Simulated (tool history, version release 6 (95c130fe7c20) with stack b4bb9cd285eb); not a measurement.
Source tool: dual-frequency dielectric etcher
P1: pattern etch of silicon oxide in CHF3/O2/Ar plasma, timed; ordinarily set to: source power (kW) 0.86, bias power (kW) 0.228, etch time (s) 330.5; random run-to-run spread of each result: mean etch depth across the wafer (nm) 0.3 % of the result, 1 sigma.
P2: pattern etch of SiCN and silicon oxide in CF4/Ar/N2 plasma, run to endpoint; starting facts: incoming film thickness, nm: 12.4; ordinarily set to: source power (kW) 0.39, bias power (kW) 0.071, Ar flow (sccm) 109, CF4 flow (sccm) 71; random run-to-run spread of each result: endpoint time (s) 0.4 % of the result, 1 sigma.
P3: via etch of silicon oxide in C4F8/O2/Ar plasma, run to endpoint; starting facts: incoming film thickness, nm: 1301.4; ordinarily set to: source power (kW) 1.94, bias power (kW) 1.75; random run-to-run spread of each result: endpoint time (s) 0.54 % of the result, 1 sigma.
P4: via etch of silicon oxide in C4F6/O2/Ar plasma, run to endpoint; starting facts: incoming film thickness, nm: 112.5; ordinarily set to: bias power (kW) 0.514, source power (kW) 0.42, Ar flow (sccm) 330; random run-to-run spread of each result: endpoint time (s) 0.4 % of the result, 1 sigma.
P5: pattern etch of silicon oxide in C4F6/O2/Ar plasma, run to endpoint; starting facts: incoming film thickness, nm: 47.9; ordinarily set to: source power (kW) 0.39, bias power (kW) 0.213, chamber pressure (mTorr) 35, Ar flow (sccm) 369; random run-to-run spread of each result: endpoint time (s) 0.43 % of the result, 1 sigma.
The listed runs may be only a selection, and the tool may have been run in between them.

run,hour,process that ran,source power (kW),bias power (kW),etch time (s),Ar flow (sccm),chamber pressure (mTorr),CF4 flow (sccm),hours since the last wet clean,hours since the last source power generator calibration,hours since the last bias power generator calibration,mean etch depth across the wafer (nm),endpoint time (s)
1,10.7,P1,0.86,0.228,330.5,,,,292.9,694.2,404.8,801.8,
2,23.7,P3,1.94,1.75,,,,,305.9,707.2,417.8,,276.42
3,34.5,P4,0.42,0.706,,330,,,316.7,718,428.6,,22.284
4,46.3,P4,0.42,0.514,,422,,,328.5,729.8,440.4,,25.969
5,58.7,P1,1.15,0.228,330.5,,,,340.9,742.2,452.8,894.92,
6,72.7,P1,0.86,0.228,330.5,,,,354.9,756.2,466.8,796.45,
7,89.2,P5,0.39,0.137,,369,35,,371.4,772.7,483.3,,17.509
8,106.2,P2,0.39,0.071,,109,,71,388.4,789.7,500.3,,17.464
9,115.9,P4,0.42,0.514,,330,,,398.1,799.4,510,,25.103
10,129,P3,1.94,1.387,,,,,411.2,812.5,523.1,,295.04
11,137.1,P1,0.86,0.145,330.5,,,,419.3,820.6,531.2,690.85,
12,155,P5,0.39,0.213,,259,35,,437.2,838.5,549.1,,14.679
13,169.9,P4,0.27,0.514,,330,,,452.1,853.4,564,,29.489
14,183.7,P2,0.39,0.071,,109,,54,465.9,867.2,577.8,,18.136
15,197,P3,2.63,1.75,,,,,479.2,880.5,591.1,,244.25
16,214.3,P1,0.86,0.228,423.5,,,,496.5,897.8,608.4,1022.1,
17,225,P5,0.39,0.213,,369,46,,507.2,908.5,619.1,,15.844
18,240.3,P2,0.39,0.095,,109,,71,522.5,923.8,634.4,,15.541
19,255,P2,0.39,0.071,,109,,71,537.2,938.5,649.1,,17.51
20,269,P1,0.86,0.228,220.5,,,,551.2,952.5,663.1,532.21,
21,282.9,P1,1.07,0.228,439.5,,,,565.1,966.4,677,1156.8,
22,298.6,P5,0.52,0.213,,369,35,,580.8,982.1,692.7,,13.741
23,312.2,P1,0.68,0.228,330.5,,,,594.4,995.7,706.3,733.06,
24,320.1,P1,0.86,0.228,330.5,,,,602.3,1003.6,714.2,797.62,
25,337.4,P3,1.94,1.75,,,,,619.6,1020.9,731.5,,276.9
26,353.8,P2,0.27,0.071,,109,,71,636,1037.3,747.9,,24.173
27,370.4,P5,0.39,0.213,,369,35,,652.6,1053.9,764.5,,15.265
28,380.8,P2,0.39,0.071,,69,,71,663,1064.3,774.9,,16.409
29,394.5,P1,0.86,0.294,330.5,,,,676.7,1078,788.6,873.69,
30,406,P1,0.86,0.228,330.5,,,,688.2,1089.5,800.1,797.1,
31,421.6,P1,0.86,0.228,330.5,,,,703.8,1105.1,815.7,799.88,
32,432.9,P1,0.86,0.228,330.5,,,,715.1,1116.4,827,798.43,
33,440.7,P1,0.86,0.228,330.5,,,,722.9,1124.2,834.8,805.96,
34,456.8,P1,0.86,0.228,330.5,,,,739,1140.3,850.9,807.81,
35,471.9,P1,0.86,0.228,330.5,,,,754.1,1155.4,866,804.98,
36,489.5,P1,0.86,0.228,330.5,,,,771.7,1173,883.6,812.97,
# hour 498.7: wet clean of the chamber
37,507.2,P1,0.86,0.228,330.5,,,,8.6,1190.7,901.3,804.41,
38,522.3,P1,0.86,0.228,330.5,,,,23.7,1205.8,916.4,808.69,
39,538.8,P1,0.86,0.228,330.5,,,,40.2,1222.3,932.9,813.72,

What will run 40 give?
40,554.9,P1,0.86,0.228,330.5,,,,56.3,1238.4,949,?,

Run 40 gave mean etch depth across the wafer (nm) 813.87.
